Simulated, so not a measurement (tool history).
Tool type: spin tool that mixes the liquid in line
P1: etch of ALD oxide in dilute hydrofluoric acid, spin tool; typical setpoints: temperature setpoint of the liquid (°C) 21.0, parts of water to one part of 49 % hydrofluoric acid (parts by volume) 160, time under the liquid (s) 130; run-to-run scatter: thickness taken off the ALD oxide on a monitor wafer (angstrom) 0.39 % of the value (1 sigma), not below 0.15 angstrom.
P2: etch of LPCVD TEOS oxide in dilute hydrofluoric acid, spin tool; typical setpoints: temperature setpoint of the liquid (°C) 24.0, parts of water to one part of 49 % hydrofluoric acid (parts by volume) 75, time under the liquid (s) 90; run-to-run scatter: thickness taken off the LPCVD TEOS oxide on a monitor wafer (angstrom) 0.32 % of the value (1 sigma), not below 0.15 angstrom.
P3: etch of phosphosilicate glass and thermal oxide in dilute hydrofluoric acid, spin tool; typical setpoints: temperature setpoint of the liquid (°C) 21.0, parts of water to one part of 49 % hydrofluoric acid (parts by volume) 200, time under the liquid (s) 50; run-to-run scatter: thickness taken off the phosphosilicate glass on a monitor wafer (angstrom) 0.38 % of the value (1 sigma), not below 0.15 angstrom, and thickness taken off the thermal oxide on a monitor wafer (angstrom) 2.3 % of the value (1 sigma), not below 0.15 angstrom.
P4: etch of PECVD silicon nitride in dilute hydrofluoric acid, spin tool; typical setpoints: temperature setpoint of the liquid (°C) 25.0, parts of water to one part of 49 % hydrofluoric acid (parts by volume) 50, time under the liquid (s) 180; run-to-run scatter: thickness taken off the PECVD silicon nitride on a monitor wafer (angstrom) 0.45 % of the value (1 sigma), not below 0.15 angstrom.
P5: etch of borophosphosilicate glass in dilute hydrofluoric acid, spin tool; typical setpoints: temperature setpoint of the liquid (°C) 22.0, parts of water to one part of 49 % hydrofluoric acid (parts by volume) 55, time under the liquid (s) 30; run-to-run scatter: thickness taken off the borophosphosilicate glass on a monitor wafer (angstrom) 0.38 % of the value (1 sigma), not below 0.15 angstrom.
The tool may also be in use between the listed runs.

run,hour,process that ran,temperature setpoint of the liquid (°C),parts of water to one part of 49 % hydrofluoric acid (parts by volume),time under the liquid (s),hours since the thermometer was replaced,hours since the hydrofluoric acid flow meter was replaced,thickness taken off the ALD oxide on a monitor wafer (angstrom),thickness taken off the LPCVD TEOS oxide on a monitor wafer (angstrom),thickness taken off the PECVD silicon nitride on a monitor wafer (angstrom),thickness taken off the phosphosilicate glass on a monitor wafer (angstrom),thickness taken off the thermal oxide on a monitor wafer (angstrom),thickness taken off the borophosphosilicate glass on a monitor wafer (angstrom)
1,5.9,P1,21.0,160,130,990.4,621.2,90.143,,,,,
2,14.3,P2,24.0,75,90,998.8,629.6,,297.88,,,,
3,19.9,P1,17.0,160,130,1004.4,635.2,76.724,,,,,
4,29.0,P1,17.0,245,130,1013.5,644.3,45.913,,,,,
5,37.6,P4,25.0,50,40,1022.1,652.9,,,29.130,,,
6,49.2,P1,21.0,160,255,1033.7,664.5,176.680,,,,,
7,60.6,P4,25.0,50,180,1045.1,675.9,,,130.580,,,
8,71.7,P3,25.5,200,50,1056.2,687.0,,,,390.19,11.2750,
9,80.2,P1,21.0,160,130,1064.7,695.5,89.191,,,,,
10,85.6,P5,22.0,95,30,1070.1,700.9,,,,,,127.38
11,91.7,P2,24.0,75,90,1076.2,707.0,,297.54,,,,
12,102.6,P1,21.0,65,215,1087.1,717.9,407.420,,,,,
13,108.8,P5,22.0,55,15,1093.3,724.1,,,,,,116.62
# hour 110.3: hydrofluoric acid flow meter replaced
14,119.0,P1,25.5,255,130,1103.5,8.8,60.218,,,,,
15,125.5,P5,22.0,55,30,1110.0,15.3,,,,,,231.02
16,133.6,P3,21.0,200,50,1118.1,23.4,,,,330.41,9.0298,
17,139.7,P5,17.0,55,30,1124.2,29.5,,,,,,186.70
18,145.2,P4,25.0,20,180,1129.7,35.0,,,317.650,,,
19,156.9,P1,29.5,160,130,1141.4,46.7,123.190,,,,,
20,169.0,P1,21.0,160,130,1153.5,58.8,90.023,,,,,
21,178.4,P3,21.0,65,50,1162.9,68.2,,,,1168.10,32.2750,
22,185.3,P1,21.0,160,130,1169.8,75.1,90.131,,,,,
23,193.5,P1,21.0,160,35,1178.0,83.3,23.978,,,,,
24,199.4,P3,21.0,200,50,1183.9,89.2,,,,329.02,9.4863,
25,205.1,P2,24.0,140,90,1189.6,94.9,,148.48,,,,
26,216.0,P1,21.0,160,130,1200.5,105.8,88.912,,,,,
27,221.8,P2,19.5,75,90,1206.3,111.6,,247.15,,,,
28,229.1,P1,21.0,70,130,1213.6,118.9,227.550,,,,,
29,236.2,P1,21.0,160,130,1220.7,126.0,90.158,,,,,
30,245.1,P3,21.0,200,95,1229.6,134.9,,,,626.83,17.6550,
31,255.2,P2,24.0,75,155,1239.7,145.0,,512.17,,,,
32,266.3,P1,21.0,260,130,1250.8,156.1,50.050,,,,,
33,275.8,P4,17.0,50,180,1260.3,165.6,,,75.492,,,
34,285.5,P4,25.0,50,180,1270.0,175.3,,,130.630,,,
35,296.2,P5,22.0,55,30,1280.7,186.0,,,,,,230.82
36,307.9,P1,21.0,160,130,1292.4,197.7,89.387,,,,,
37,317.0,P1,21.0,160,130,1301.5,206.8,86.977,,,,,
38,325.6,P1,21.0,160,130,1310.1,215.4,85.113,,,,,
39,335.6,P1,21.0,160,130,1320.1,225.4,83.021,,,,,
40,346.8,P1,21.0,160,130,1331.3,236.6,83.212,,,,,
41,357.1,P1,21.0,160,130,1341.6,246.9,82.563,,,,,
42,363.3,P1,21.0,160,130,1347.8,253.1,82.116,,,,,
43,375.3,P1,21.0,160,130,1359.8,265.1,81.788,,,,,
44,386.7,P1,21.0,160,130,1371.2,276.5,82.001,,,,,
45,398.1,P1,21.0,160,130,1382.6,287.9,81.904,,,,,
46,404.2,P1,21.0,160,130,1388.7,294.0,82.091,,,,,

Something has made what P1 gives creep away from where it was; the 2 causes below, each at its own stated size, fit the log equally well:
A: hydrofluoric acid flow below the setpoint (%) = 7.78
B: liquid colder than its thermometer reads (K) = 2.4
The creep began at about hour 307.9.

Of the 4 check runs listed below, each run on one wafer and each result written as a question mark, which would let you distinguish the listed causes because they would give clearly different results?
check 1,410.3,P4,17.0,20,180,,,,,?,,,
check 2,410.3,P5,22.0,90,15,,,,,,,,?
check 3,410.3,P3,21.0,200,95,,,,,,?,?,
check 4,410.3,P2,24.0,120,150,,,,?,,,,

Predicted outcomes, by check and by cause:
check,result,if A,if B
check 1,thickness taken off the PECVD silicon nitride on a monitor wafer (angstrom),168.400,152.780
check 2,thickness taken off the borophosphosilicate glass on a monitor wafer (angstrom),61.826,61.298
check 3,thickness taken off the phosphosilicate glass on a monitor wafer (angstrom),566.88,569.66
check 3,thickness taken off the thermal oxide on a monitor wafer (angstrom),16.1110,16.1900
check 4,thickness taken off the LPCVD TEOS oxide on a monitor wafer (angstrom),267.91,267.42
How far apart the two closest causes lie, in the result that separates them most: check 1 9.73 %; check 2 0.86 %; check 3 0.49 %; check 4 0.18 %
Only in check 1 would the causes give clearly different results; in the remaining checks their results would be nearly the same.

After running check 1, the following was obtained: thickness taken off the PECVD silicon nitride on a monitor wafer (angstrom) 152.750. Which cause does this point to?

The cause is B: liquid colder than its thermometer reads (K).

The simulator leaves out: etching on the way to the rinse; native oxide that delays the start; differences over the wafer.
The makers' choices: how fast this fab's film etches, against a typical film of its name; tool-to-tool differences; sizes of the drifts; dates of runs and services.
